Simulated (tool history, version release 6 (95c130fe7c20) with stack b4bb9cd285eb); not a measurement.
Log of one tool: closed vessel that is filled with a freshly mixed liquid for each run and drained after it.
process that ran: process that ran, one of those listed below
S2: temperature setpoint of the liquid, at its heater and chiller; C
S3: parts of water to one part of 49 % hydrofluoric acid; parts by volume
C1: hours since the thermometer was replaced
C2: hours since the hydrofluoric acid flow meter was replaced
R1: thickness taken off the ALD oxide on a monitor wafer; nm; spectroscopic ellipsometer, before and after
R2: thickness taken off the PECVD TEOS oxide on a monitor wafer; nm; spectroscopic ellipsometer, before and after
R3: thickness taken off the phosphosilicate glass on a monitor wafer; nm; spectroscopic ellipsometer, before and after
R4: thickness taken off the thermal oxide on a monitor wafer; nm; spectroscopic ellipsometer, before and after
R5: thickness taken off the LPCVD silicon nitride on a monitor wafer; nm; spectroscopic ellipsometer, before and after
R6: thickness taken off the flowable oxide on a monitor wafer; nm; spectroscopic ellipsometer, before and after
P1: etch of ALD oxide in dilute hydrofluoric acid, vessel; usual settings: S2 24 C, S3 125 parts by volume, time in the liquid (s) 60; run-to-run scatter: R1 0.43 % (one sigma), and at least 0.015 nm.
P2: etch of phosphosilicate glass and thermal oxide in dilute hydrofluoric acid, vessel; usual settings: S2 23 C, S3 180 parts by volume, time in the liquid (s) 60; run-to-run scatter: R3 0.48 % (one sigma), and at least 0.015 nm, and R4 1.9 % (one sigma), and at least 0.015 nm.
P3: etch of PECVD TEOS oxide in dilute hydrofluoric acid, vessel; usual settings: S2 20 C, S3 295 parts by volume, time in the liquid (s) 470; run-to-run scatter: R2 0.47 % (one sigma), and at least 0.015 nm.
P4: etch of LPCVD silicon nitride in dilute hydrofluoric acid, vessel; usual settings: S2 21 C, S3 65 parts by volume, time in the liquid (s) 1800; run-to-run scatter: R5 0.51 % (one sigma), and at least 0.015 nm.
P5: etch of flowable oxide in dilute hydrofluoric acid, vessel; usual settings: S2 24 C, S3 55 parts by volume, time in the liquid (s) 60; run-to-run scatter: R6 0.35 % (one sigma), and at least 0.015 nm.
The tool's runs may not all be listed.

Run 1, hour 15.4: process that ran P1, S2 24 C, S3 125 parts by volume, time in the liquid (s) 60; C1 1676.8; C2 112.7. Result: R1 9.8674 nm.
Run 2, hour 27.6: process that ran P1, S2 24 C, S3 125 parts by volume, time in the liquid (s) 60; C1 1689; C2 124.9. Result: R1 9.9346 nm.
Run 3, hour 44.1: process that ran P3, S2 20 C, S3 295 parts by volume, time in the liquid (s) 470; C1 1705.5; C2 141.4. Result: R2 13.95 nm.
Run 4, hour 51.7: process that ran P2, S2 23 C, S3 180 parts by volume, time in the liquid (s) 60; C1 1713.1; C2 149. Result: R3 40.04 nm, R4 1.3586 nm.
Run 5, hour 63.6: process that ran P1, S2 32.5 C, S3 125 parts by volume, time in the liquid (s) 60; C1 1725; C2 160.9. Result: R1 13.667 nm.
Run 6, hour 74.2: process that ran P2, S2 23 C, S3 180 parts by volume, time in the liquid (s) 95; C1 1735.6; C2 171.5. Result: R3 62.975 nm, R4 2.1739 nm.
Run 7, hour 91.1: process that ran P1, S2 24 C, S3 125 parts by volume, time in the liquid (s) 60; C1 1752.5; C2 188.4. Result: R1 9.9911 nm.
Run 8, hour 101.3: process that ran P4, S2 21 C, S3 65 parts by volume, time in the liquid (s) 1800; C1 1762.7; C2 198.6. Result: R5 10.461 nm.
Run 9, hour 116.2: process that ran P4, S2 21 C, S3 25 parts by volume, time in the liquid (s) 1800; C1 1777.6; C2 213.5. Result: R5 26.22 nm.
Run 10, hour 124.5: process that ran P2, S2 23 C, S3 305 parts by volume, time in the liquid (s) 60; C1 1785.9; C2 221.8. Result: R3 20.786 nm, R4 0.73291 nm.
Run 11, hour 137.1: process that ran P5, S2 24 C, S3 55 parts by volume, time in the liquid (s) 60; C1 1798.5; C2 234.4. Result: R6 52.221 nm.
Run 12, hour 153.7: process that ran P1, S2 24 C, S3 210 parts by volume, time in the liquid (s) 60; C1 1815.1; C2 251. Result: R1 5.404 nm.
Run 13, hour 166: process that ran P1, S2 24 C, S3 125 parts by volume, time in the liquid (s) 60; C1 1827.4; C2 263.3. Result: R1 9.9548 nm.
Run 14, hour 175: process that ran P5, S2 17 C, S3 55 parts by volume, time in the liquid (s) 60; C1 1836.4; C2 272.3. Result: R6 38.845 nm.
Run 15, hour 188.5: process that ran P1, S2 24 C, S3 125 parts by volume, time in the liquid (s) 60; C1 1849.9; C2 285.8. Result: R1 9.8656 nm.
Run 16, hour 201.6: process that ran P2, S2 17 C, S3 180 parts by volume, time in the liquid (s) 60; C1 1863; C2 298.9. Result: R3 31.464 nm, R4 1.0527 nm.
Run 17, hour 213.8: process that ran P5, S2 24 C, S3 55 parts by volume, time in the liquid (s) 100; C1 1875.2; C2 311.1. Result: R6 87.009 nm.
Run 18, hour 229.4: process that ran P1, S2 24 C, S3 40 parts by volume, time in the liquid (s) 60; C1 1890.8; C2 326.7. Result: R1 34.907 nm.
Run 19, hour 245: process that ran P1, S2 24 C, S3 125 parts by volume, time in the liquid (s) 30; C1 1906.4; C2 342.3. Result: R1 4.9887 nm.
Run 20, hour 258.8: process that ran P4, S2 21 C, S3 65 parts by volume, time in the liquid (s) 3290; C1 1920.2; C2 356.1. Result: R5 18.902 nm.
Run 21, hour 268.4: process that ran P1, S2 24 C, S3 125 parts by volume, time in the liquid (s) 60; C1 1929.8; C2 365.7. Result: R1 10.003 nm.

Forecast run 22:
Run 22, hour 281.1: process that ran P1, S2 19.5 C, S3 125 parts by volume, time in the liquid (s) 60; C1 1942.5; C2 378.4. Result: R1 ?.

{"run 22": {"R1": 8.3275}}
